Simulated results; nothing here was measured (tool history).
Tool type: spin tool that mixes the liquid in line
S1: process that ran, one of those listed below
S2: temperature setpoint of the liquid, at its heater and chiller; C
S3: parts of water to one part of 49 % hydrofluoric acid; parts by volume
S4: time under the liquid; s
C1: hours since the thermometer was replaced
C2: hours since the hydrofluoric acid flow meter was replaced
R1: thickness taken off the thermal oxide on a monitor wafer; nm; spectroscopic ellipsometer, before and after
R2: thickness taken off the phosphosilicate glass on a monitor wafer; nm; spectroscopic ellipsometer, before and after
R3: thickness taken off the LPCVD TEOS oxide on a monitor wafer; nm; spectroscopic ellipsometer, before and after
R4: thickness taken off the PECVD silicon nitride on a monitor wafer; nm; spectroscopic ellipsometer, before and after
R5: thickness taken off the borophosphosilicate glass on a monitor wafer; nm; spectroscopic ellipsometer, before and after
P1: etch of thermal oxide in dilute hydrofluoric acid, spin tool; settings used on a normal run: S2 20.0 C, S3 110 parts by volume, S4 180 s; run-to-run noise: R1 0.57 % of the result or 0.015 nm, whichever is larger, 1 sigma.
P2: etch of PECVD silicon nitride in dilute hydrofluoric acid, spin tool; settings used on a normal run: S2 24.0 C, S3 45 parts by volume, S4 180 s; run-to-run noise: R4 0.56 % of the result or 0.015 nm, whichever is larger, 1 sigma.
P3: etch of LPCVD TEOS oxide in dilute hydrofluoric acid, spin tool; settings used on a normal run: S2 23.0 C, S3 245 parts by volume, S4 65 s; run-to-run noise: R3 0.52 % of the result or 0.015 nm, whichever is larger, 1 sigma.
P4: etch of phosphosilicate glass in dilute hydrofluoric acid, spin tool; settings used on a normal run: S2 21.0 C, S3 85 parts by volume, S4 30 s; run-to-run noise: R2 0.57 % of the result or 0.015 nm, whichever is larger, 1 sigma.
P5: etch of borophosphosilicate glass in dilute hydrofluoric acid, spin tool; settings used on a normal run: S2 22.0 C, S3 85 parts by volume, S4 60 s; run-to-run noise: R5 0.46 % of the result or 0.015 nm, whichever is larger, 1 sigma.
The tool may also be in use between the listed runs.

run,day,S1,S2,S3,S4,C1,C2,R1,R2,R3,R4,R5
1,0.392,P1,20.0,110,180,1377.9,688.3,6.40660,,,,
2,0.808,P4,21.0,85,15,1387.9,698.3,,10.988,,,
3,1.029,P3,23.0,150,65,1393.2,703.6,,,12.9350,,
4,1.362,P1,20.0,55,180,1401.2,711.6,13.70000,,,,
5,1.642,P2,24.0,45,180,1407.9,718.3,,,,16.0740,
6,2.075,P1,26.5,110,180,1418.3,728.7,8.26930,,,,
7,2.458,P4,21.0,135,30,1427.5,737.9,,13.004,,,
8,2.675,P4,17.0,85,30,1432.7,743.1,,18.655,,,
9,2.988,P2,24.0,70,180,1440.2,750.6,,,,10.4660,
10,3.417,P2,17.0,45,180,1450.5,760.9,,,,9.8299,
11,3.808,P1,20.0,110,180,1459.9,770.3,6.44360,,,,
12,4.121,P2,24.0,45,325,1467.4,777.8,,,,29.0190,
13,4.446,P1,20.0,180,180,1475.2,785.6,3.65650,,,,
14,4.721,P1,20.0,165,80,1481.8,792.2,1.78030,,,,
15,5.004,P5,22.0,85,60,1488.6,799.0,,,,,20.542
16,5.317,P3,23.0,245,65,1496.1,806.5,,,7.1420,,
17,5.708,P1,20.0,110,180,1505.5,815.9,6.49140,,,,
18,5.938,P4,21.0,85,30,1511.0,821.4,,22.063,,,
19,6.200,P5,22.0,85,90,1517.3,827.7,,,,,30.654
# day 6.217: hydrofluoric acid flow meter replaced
20,6.438,P5,28.5,85,60,1523.0,5.4,,,,,26.369
21,6.750,P1,20.0,110,15,1530.5,12.9,0.56422,,,,
22,7.179,P3,23.0,245,15,1540.8,23.2,,,1.6256,,
# day 7.262: thermometer replaced
23,7.400,P1,17.0,110,180,3.3,28.5,5.67060,,,,
24,7.738,P1,20.0,110,285,11.4,36.6,10.23000,,,,
25,7.988,P1,20.0,110,180,17.4,42.6,6.52740,,,,
26,8.358,P3,17.0,245,65,26.3,51.5,,,5.7154,,
27,8.775,P5,22.0,125,60,36.3,61.5,,,,,13.445
28,8.975,P4,21.0,85,30,41.1,66.3,,22.049,,,
29,9.296,P1,20.0,110,180,48.8,74.0,6.38670,,,,
30,9.650,P1,20.0,110,180,57.3,82.5,6.61020,,,,
31,10.000,P1,20.0,110,180,65.7,90.9,6.83300,,,,
32,10.238,P1,20.0,110,180,71.4,96.6,6.79210,,,,
33,10.683,P1,20.0,110,180,82.1,107.3,6.88640,,,,
34,11.046,P1,20.0,110,180,90.8,116.0,6.92020,,,,
35,11.300,P1,20.0,110,180,96.9,122.1,6.86250,,,,

Something has made what P1 gives creep away from where it was; the 2 causes below, each at its own stated size, fit the log equally well:
A: liquid hotter than its thermometer reads (K) = 1.69
B: hydrofluoric acid flow above the setpoint (%) = 6.3
At approximately day 9.296, the process output began to creep.

Which of the 4 check runs listed below separates the causes, so that each cause would produce a clearly different result? Each run uses one wafer, and its results are marked with question marks.
check 1,11.554,P5,27.0,85,60,,,,,,,?
check 2,11.554,P3,17.0,175,65,,,,,?,,
check 3,11.554,P2,17.0,45,180,,,,,,?,
check 4,11.554,P4,21.0,135,15,,,,?,,,

If the cause were each of the candidates in turn, the checks would give the following:
check,result,if A,if B
check 1,R5,26.716,26.783
check 2,R3,9.1325,9.1614
check 3,R4,11.1800,10.5240
check 4,R2,7.0115,7.0337
Smallest distance between any two causes, each pair judged by its most separating result, in per cent: check 1 0.25 %; check 2 0.32 %; check 3 6.04 %; check 4 0.32 %
Check 3 distinguishes between the causes, while the remaining checks would return nearly the same result for all of them.

Here is what check 3 returned: R4 11.1670 nm. Which cause is it?

The correct cause is A, namely: liquid hotter than its thermometer reads (K).
